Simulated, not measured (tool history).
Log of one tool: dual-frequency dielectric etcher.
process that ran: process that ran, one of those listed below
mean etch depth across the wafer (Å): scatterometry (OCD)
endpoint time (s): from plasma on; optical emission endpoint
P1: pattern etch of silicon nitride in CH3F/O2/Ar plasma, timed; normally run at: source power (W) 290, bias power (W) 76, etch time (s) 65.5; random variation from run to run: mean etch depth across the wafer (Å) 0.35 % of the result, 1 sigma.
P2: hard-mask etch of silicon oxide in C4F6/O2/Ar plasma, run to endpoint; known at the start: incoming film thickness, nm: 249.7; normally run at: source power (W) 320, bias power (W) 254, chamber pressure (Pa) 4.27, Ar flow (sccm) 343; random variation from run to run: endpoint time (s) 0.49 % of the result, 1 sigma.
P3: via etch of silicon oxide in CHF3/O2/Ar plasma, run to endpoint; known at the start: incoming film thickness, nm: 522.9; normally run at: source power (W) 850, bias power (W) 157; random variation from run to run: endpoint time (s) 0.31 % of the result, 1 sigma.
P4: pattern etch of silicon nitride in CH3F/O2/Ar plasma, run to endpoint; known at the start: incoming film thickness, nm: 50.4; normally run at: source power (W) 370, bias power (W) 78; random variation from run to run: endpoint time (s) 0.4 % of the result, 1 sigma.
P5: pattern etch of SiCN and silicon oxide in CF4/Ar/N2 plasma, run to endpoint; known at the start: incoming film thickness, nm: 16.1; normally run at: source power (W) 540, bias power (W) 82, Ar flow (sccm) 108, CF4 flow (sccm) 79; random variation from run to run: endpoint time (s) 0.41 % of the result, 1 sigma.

run,hour,process that ran,source power (W),bias power (W),etch time (s),chamber pressure (Pa),Ar flow (sccm),CF4 flow (sccm),hours since the last wet clean,hours since the last source power generator calibration,hours since the last bias power generator calibration,mean etch depth across the wafer (Å),endpoint time (s)
1,6.9,P1,290,76,65.5,,,,355.4,866.8,750.8,403.70,
2,12.5,P2,320,254,,4.27,343,,361.0,872.4,756.4,,79.450
3,19.5,P1,290,76,65.5,,,,368.0,879.4,763.4,405.49,
4,27.2,P3,850,112,,,,,375.7,887.1,771.1,,267.260
5,35.0,P1,290,61,65.5,,,,383.5,894.9,778.9,377.16,
6,42.4,P5,540,82,,,108,59,390.9,902.3,786.3,,15.481
7,49.5,P1,290,76,87.5,,,,398.0,909.4,793.4,537.28,
8,57.1,P5,640,82,,,108,79,405.6,917.0,801.0,,12.760
9,61.1,P2,320,254,,4.27,426,,409.6,921.0,805.0,,80.402
10,68.3,P1,290,76,65.5,,,,416.8,928.2,812.2,407.26,
11,74.2,P5,540,82,,,143,79,422.7,934.1,818.1,,15.477
12,78.1,P3,850,157,,,,,426.6,938.0,822.0,,241.930
13,86.2,P1,290,76,65.5,,,,434.7,946.1,830.1,406.18,
14,91.3,P1,290,76,65.5,,,,439.8,951.2,835.2,406.01,
15,96.9,P3,850,157,,,,,445.4,956.8,840.8,,241.450
16,101.4,P2,320,254,,5.13,343,,449.9,961.3,845.3,,81.392
17,109.2,P3,1140,157,,,,,457.7,969.1,853.1,,215.970
18,115.7,P2,440,254,,4.27,343,,464.2,975.6,859.6,,70.493
19,119.4,P1,290,102,65.5,,,,467.9,979.3,863.3,453.39,
20,123.5,P5,540,58,,,108,79,472.0,983.4,867.4,,16.541
21,131.0,P4,370,78,,,,,479.5,990.9,874.9,,73.019
22,135.3,P1,180,76,65.5,,,,483.8,995.2,879.2,337.73,
23,139.4,P4,230,78,,,,,487.9,999.3,883.3,,86.883
24,145.6,P4,370,63,,,,,494.1,1005.5,889.5,,79.082
25,150.1,P1,350,105,65.5,,,,498.6,1010.0,894.0,490.62,
26,156.5,P5,540,82,,,108,79,505.0,1016.4,900.4,,14.729
27,160.4,P1,290,76,65.5,,,,508.9,1020.3,904.3,405.63,
28,165.3,P2,320,254,,4.27,343,,513.8,1025.2,909.2,,79.502
29,169.5,P1,290,76,43.0,,,,518.0,1029.4,913.4,266.23,
30,176.3,P2,320,167,,4.27,343,,524.8,1036.2,920.2,,91.094
31,181.3,P1,400,76,65.5,,,,529.8,1041.2,925.2,457.94,
32,189.1,P1,290,76,65.5,,,,537.6,1049.0,933.0,406.41,
33,194.2,P1,290,76,65.5,,,,542.7,1054.1,938.1,409.39,
34,199.8,P1,290,76,65.5,,,,548.3,1059.7,943.7,409.26,
35,207.7,P1,290,76,65.5,,,,556.2,1067.6,951.6,412.49,
# hour 210.2: wet clean of the chamber
36,211.2,P1,290,76,65.5,,,,1.1,1071.1,955.1,411.55,
37,217.2,P1,290,76,65.5,,,,7.1,1077.1,961.1,413.76,
38,224.3,P1,290,76,65.5,,,,14.2,1084.2,968.2,411.51,
39,228.3,P1,290,76,65.5,,,,18.2,1088.2,972.2,412.95,
40,232.8,P1,290,76,65.5,,,,22.7,1092.7,976.7,412.13,

What P1 gives has crept away from where it was. These 2 causes fit the log equally well, each at the size given:
A: source power that arrives over what is set, % = 4.73
B: bias power that arrives over what is set, % = 4.99
The creep began at about hour 189.1.
Why every other cause is out:
chamber walls in a state that raises the etch rate, %: serviced at hour 210.2, which brought nothing back

4 check runs are offered, each on 2 wafers whose results are averaged, their results left as question marks. Which one tells the causes apart?
check 1,237.3,P5,540,82,,,134,65,,,,,?
check 2,237.3,P3,1090,115,,,,,,,,,?
check 3,237.3,P4,250,78,,,,,,,,,?
check 4,237.3,P2,430,216,,4.27,343,,,,,,?

What each check would give under each cause:
check,result,if A,if B
check 1,endpoint time (s),15.118,15.465
check 2,endpoint time (s),236.130,237.160
check 3,endpoint time (s),83.235,83.205
check 4,endpoint time (s),73.388,73.525
How far apart the two closest causes lie, in the result that separates them most: check 1 2.27 %; check 2 0.43 %; check 3 0.04 %; check 4 0.19 %
Only check 1 tells the causes apart: in the others they would give nearly the same result.

Check 1 was then run and gave: endpoint time (s) 15.149. Which cause is it?

It is A: source power that arrives over what is set, %.
